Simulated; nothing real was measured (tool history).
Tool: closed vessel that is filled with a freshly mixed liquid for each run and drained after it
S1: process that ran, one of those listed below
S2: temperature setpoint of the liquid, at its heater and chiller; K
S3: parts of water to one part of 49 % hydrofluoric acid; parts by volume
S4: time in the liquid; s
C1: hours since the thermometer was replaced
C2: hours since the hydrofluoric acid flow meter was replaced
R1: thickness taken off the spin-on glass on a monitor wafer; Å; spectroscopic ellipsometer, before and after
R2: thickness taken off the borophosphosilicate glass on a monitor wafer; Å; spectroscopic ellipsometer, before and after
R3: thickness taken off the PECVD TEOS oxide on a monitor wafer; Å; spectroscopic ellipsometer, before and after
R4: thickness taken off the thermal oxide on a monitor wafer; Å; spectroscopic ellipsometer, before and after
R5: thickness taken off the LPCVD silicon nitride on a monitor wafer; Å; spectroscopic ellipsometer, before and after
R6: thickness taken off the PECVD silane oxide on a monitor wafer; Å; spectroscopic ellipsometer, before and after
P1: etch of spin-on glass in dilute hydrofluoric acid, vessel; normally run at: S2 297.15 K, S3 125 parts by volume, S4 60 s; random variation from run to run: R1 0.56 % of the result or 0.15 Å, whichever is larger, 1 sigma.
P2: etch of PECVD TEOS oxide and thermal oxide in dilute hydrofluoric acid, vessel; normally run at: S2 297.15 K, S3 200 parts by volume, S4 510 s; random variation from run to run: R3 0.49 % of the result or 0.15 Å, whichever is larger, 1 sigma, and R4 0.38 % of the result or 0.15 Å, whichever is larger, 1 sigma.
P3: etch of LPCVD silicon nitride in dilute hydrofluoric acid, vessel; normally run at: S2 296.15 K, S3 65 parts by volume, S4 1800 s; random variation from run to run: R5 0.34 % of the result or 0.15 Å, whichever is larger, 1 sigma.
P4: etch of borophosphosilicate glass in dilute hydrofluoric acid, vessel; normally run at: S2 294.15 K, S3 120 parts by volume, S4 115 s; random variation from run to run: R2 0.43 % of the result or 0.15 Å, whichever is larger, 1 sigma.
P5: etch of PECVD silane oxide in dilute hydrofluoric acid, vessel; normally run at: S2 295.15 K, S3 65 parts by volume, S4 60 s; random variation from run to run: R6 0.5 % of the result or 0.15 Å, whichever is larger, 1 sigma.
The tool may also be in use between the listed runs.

| run | hour | S1 | S2 | S3 | S4 | C1 | C2 | R1 | R2 | R3 | R4 | R5 | R6 |
|---|---|---|---|---|---|---|---|---|---|---|---|---|---|
| 1 | 6.0 | P1 | 297.15 | 125 | 60 | 226.5 | 487.6 | 218.52 |  |  |  |  |  |
| 2 | 9.8 | P4 | 294.15 | 50 | 115 | 230.3 | 491.4 |  | 691.78 |  |  |  |  |
| 3 | 18.3 | P2 | 305.15 | 200 | 510 | 238.8 | 499.9 |  |  | 327.81 | 148.970 |  |  |
| 4 | 22.5 | P1 | 297.15 | 45 | 60 | 243.0 | 504.1 | 678.41 |  |  |  |  |  |
| 5 | 30.5 | P1 | 297.15 | 225 | 60 | 251.0 | 512.1 | 109.25 |  |  |  |  |  |
| 6 | 38.4 | P3 | 296.15 | 65 | 1800 | 258.9 | 520.0 |  |  |  |  | 135.84 |  |
| 7 | 45.1 | P1 | 297.15 | 75 | 110 | 265.6 | 526.7 | 726.16 |  |  |  |  |  |
| 8 | 49.8 | P3 | 300.15 | 65 | 1800 | 270.3 | 531.4 |  |  |  |  | 178.57 |  |
| 9 | 54.5 | P4 | 294.15 | 120 | 230 | 275.0 | 536.1 |  | 531.21 |  |  |  |  |
| 10 | 60.4 | P5 | 295.15 | 65 | 60 | 280.9 | 542.0 |  |  |  |  |  | 285.89 |
| 11 | 67.4 | P1 | 297.15 | 125 | 90 | 287.9 | 549.0 | 334.47 |  |  |  |  |  |
| 12 | 73.2 | P2 | 297.15 | 200 | 250 | 293.7 | 554.8 |  |  | 121.75 | 54.986 |  |  |
| 13 | 80.3 | P2 | 297.15 | 200 | 510 | 300.8 | 561.9 |  |  | 245.30 | 112.230 |  |  |
| 14 | 88.7 | P5 | 295.15 | 105 | 60 | 309.2 | 570.3 |  |  |  |  |  | 168.94 |
| 15 | 94.8 | P3 | 296.15 | 30 | 1800 | 315.3 | 576.4 |  |  |  |  | 289.49 |  |
| 16 | 103.0 | P5 | 299.15 | 65 | 60 | 323.5 | 584.6 |  |  |  |  |  | 335.85 |
| 17 | 110.8 | P2 | 297.15 | 125 | 510 | 331.3 | 592.4 |  |  | 427.35 | 194.330 |  |  |
| 18 | 116.4 | P3 | 296.15 | 65 | 3390 | 336.9 | 598.0 |  |  |  |  | 256.30 |  |
| 19 | 122.6 | P4 | 294.15 | 120 | 115 | 343.1 | 604.2 |  | 266.02 |  |  |  |  |
| 20 | 128.0 | P1 | 297.15 | 125 | 60 | 348.5 | 609.6 | 220.34 |  |  |  |  |  |
| 21 | 136.6 | P5 | 295.15 | 65 | 30 | 357.1 | 618.2 |  |  |  |  |  | 141.93 |
| 22 | 142.4 | P4 | 290.15 | 120 | 115 | 362.9 | 624.0 |  | 227.44 |  |  |  |  |
| 23 | 147.1 | P1 | 305.65 | 125 | 60 | 367.6 | 628.7 | 303.16 |  |  |  |  |  |
| 24 | 154.2 | P1 | 297.15 | 125 | 60 | 374.7 | 635.8 | 221.41 |  |  |  |  |  |
| 25 | 159.0 | P1 | 297.15 | 125 | 60 | 379.5 | 640.6 | 221.89 |  |  |  |  |  |
| 26 | 164.8 | P1 | 291.15 | 125 | 60 | 385.3 | 646.4 | 172.25 |  |  |  |  |  |
| 27 | 170.6 | P1 | 297.15 | 125 | 30 | 391.1 | 652.2 | 108.88 |  |  |  |  |  |
| 28 | 175.7 | P1 | 297.15 | 125 | 60 | 396.2 | 657.3 | 220.42 |  |  |  |  |  |
| 29 | 182.6 | P1 | 297.15 | 125 | 60 | 403.1 | 664.2 | 220.61 |  |  |  |  |  |
| 30 | 186.8 | P1 | 297.15 | 125 | 60 | 407.3 | 668.4 | 221.14 |  |  |  |  |  |
| 31 | 195.4 | P1 | 297.15 | 125 | 60 | 415.9 | 677.0 | 214.37 |  |  |  |  |  |
| 32 | 200.6 | P1 | 297.15 | 125 | 60 | 421.1 | 682.2 | 213.05 |  |  |  |  |  |
| 33 | 208.5 | P1 | 297.15 | 125 | 60 | 429.0 | 690.1 | 209.08 |  |  |  |  |  |
| 34 | 215.8 | P1 | 297.15 | 125 | 60 | 436.3 | 697.4 | 208.34 |  |  |  |  |  |
| 35 | 224.6 | P1 | 297.15 | 125 | 60 | 445.1 | 706.2 | 206.85 |  |  |  |  |  |
| 36 | 232.9 | P1 | 297.15 | 125 | 60 | 453.4 | 714.5 | 206.15 |  |  |  |  |  |
| 37 | 237.7 | P1 | 297.15 | 125 | 60 | 458.2 | 719.3 | 206.22 |  |  |  |  |  |
| 38 | 241.6 | P1 | 297.15 | 125 | 60 | 462.1 | 723.2 | 206.36 |  |  |  |  |  |
| 39 | 247.9 | P1 | 297.15 | 125 | 60 | 468.4 | 729.5 | 207.30 |  |  |  |  |  |
| 40 | 254.3 | P1 | 297.15 | 125 | 60 | 474.8 | 735.9 | 205.47 |  |  |  |  |  |

What P1 gives has crept away from where it was. These 2 causes fit the log equally well, each at the size given:
A: liquid colder than its thermometer reads (K) = 1.8
B: hydrofluoric acid flow below the setpoint (%) = 5.94
The creep began at about hour 186.8.

4 check runs are offered, one wafer each, their results left as question marks. Which one tells the causes apart?
| check 1 | 260.7 | P5 | 295.15 | 65 | 60 |  |  |  |  |  |  |  | ? |
| check 2 | 260.7 | P2 | 297.15 | 200 | 510 |  |  |  |  | ? | ? |  |  |
| check 3 | 260.7 | P3 | 296.15 | 65 | 1800 |  |  |  |  |  |  | ? |  |
| check 4 | 260.7 | P4 | 294.15 | 120 | 115 |  |  |  | ? |  |  |  |  |

What each check would give under each cause:
| check | result | if A | if B |
|---|---|---|---|
| check 1 | R6 | 263.76 | 266.08 |
| check 2 | R3 | 231.89 | 230.16 |
| check 2 | R4 | 105.030 | 104.240 |
| check 3 | R5 | 120.76 | 128.52 |
| check 4 | R2 | 247.47 | 248.29 |
How far apart the two closest causes lie, in the result that separates them most: check 1 0.88 %; check 2 0.75 %; check 3 6.23 %; check 4 0.33 %
Only check 3 tells the causes apart: in the others they would give nearly the same result.

Check 3 was then run and gave: R5 127.73 Å. Which cause is it?

It is B: hydrofluoric acid flow below the setpoint (%).
